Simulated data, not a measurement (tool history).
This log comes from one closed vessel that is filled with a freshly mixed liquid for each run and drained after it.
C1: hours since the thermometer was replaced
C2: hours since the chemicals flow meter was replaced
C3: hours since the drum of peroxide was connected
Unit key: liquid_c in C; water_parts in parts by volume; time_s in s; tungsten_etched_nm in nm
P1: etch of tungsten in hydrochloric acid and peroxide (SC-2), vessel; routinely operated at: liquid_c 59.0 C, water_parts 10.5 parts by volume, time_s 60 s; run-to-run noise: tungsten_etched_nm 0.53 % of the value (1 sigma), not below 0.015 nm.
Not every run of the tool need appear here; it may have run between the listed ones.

run 1 day=0.554 | liquid_c=59.0 water_parts=10.5 time_s=60 | C1=590.6 C2=958.5 C3=437.3 | tungsten_etched_nm=24.5700
run 2 day=0.862 | liquid_c=59.0 water_parts=17.5 time_s=60 | C1=598.0 C2=965.9 C3=444.7 | tungsten_etched_nm=15.7780
run 3 day=1.217 | liquid_c=67.5 water_parts=18.0 time_s=60 | C1=606.5 C2=974.4 C3=453.2 | tungsten_etched_nm=25.6640
run 4 day=1.475 | liquid_c=59.0 water_parts=10.5 time_s=30 | C1=612.7 C2=980.6 C3=459.4 | tungsten_etched_nm=12.3270
run 5 day=1.792 | liquid_c=59.0 water_parts=10.5 time_s=60 | C1=620.3 C2=988.2 C3=467.0 | tungsten_etched_nm=24.4400
run 6 day=2.292 | liquid_c=59.0 water_parts=4.0 time_s=60 | C1=632.3 C2=1000.2 C3=479.0 | tungsten_etched_nm=51.7060
run 7 day=2.833 | liquid_c=59.0 water_parts=10.5 time_s=115 | C1=645.3 C2=1013.2 C3=492.0 | tungsten_etched_nm=47.1020
run 8 day=3.250 | liquid_c=68.5 water_parts=10.5 time_s=60 | C1=655.3 C2=1023.2 C3=502.0 | tungsten_etched_nm=44.3940
run 9 day=3.521 | liquid_c=59.0 water_parts=10.5 time_s=60 | C1=661.8 C2=1029.7 C3=508.5 | tungsten_etched_nm=24.5140
run 10 day=3.767 | liquid_c=59.0 water_parts=10.5 time_s=60 | C1=667.7 C2=1035.6 C3=514.4 | tungsten_etched_nm=24.7430
run 11 day=4.042 | liquid_c=59.0 water_parts=4.5 time_s=30 | C1=674.3 C2=1042.2 C3=521.0 | tungsten_etched_nm=23.5970
run 12 day=4.504 | liquid_c=43.0 water_parts=10.5 time_s=60 | C1=685.4 C2=1053.3 C3=532.1 | tungsten_etched_nm=8.4740
run 13 day=4.954 | liquid_c=43.5 water_parts=10.5 time_s=30 | C1=696.2 C2=1064.1 C3=542.9 | tungsten_etched_nm=4.4425
run 14 day=5.383 | liquid_c=59.0 water_parts=10.5 time_s=60 | C1=706.5 C2=1074.4 C3=553.2 | tungsten_etched_nm=24.7780
run 15 day=5.704 | liquid_c=59.0 water_parts=10.5 time_s=60 | C1=714.2 C2=1082.1 C3=560.9 | tungsten_etched_nm=24.5800
run 16 day=6.200 | liquid_c=59.0 water_parts=10.5 time_s=60 | C1=726.1 C2=1094.0 C3=572.8 | tungsten_etched_nm=23.9260
run 17 day=6.733 | liquid_c=59.0 water_parts=10.5 time_s=60 | C1=738.9 C2=1106.8 C3=585.6 | tungsten_etched_nm=23.3000
run 18 day=7.175 | liquid_c=59.0 water_parts=10.5 time_s=60 | C1=749.5 C2=1117.4 C3=596.2 | tungsten_etched_nm=23.0800
run 19 day=7.521 | liquid_c=59.0 water_parts=10.5 time_s=60 | C1=757.8 C2=1125.7 C3=604.5 | tungsten_etched_nm=22.8240

Run 20 comes next. What will it give?
run 20 day=7.871 | liquid_c=59.0 water_parts=10.5 time_s=60 | C1=766.2 C2=1134.1 C3=612.9 | tungsten_etched_nm=?

{"run 20": {"tungsten_etched_nm": 22.834}}

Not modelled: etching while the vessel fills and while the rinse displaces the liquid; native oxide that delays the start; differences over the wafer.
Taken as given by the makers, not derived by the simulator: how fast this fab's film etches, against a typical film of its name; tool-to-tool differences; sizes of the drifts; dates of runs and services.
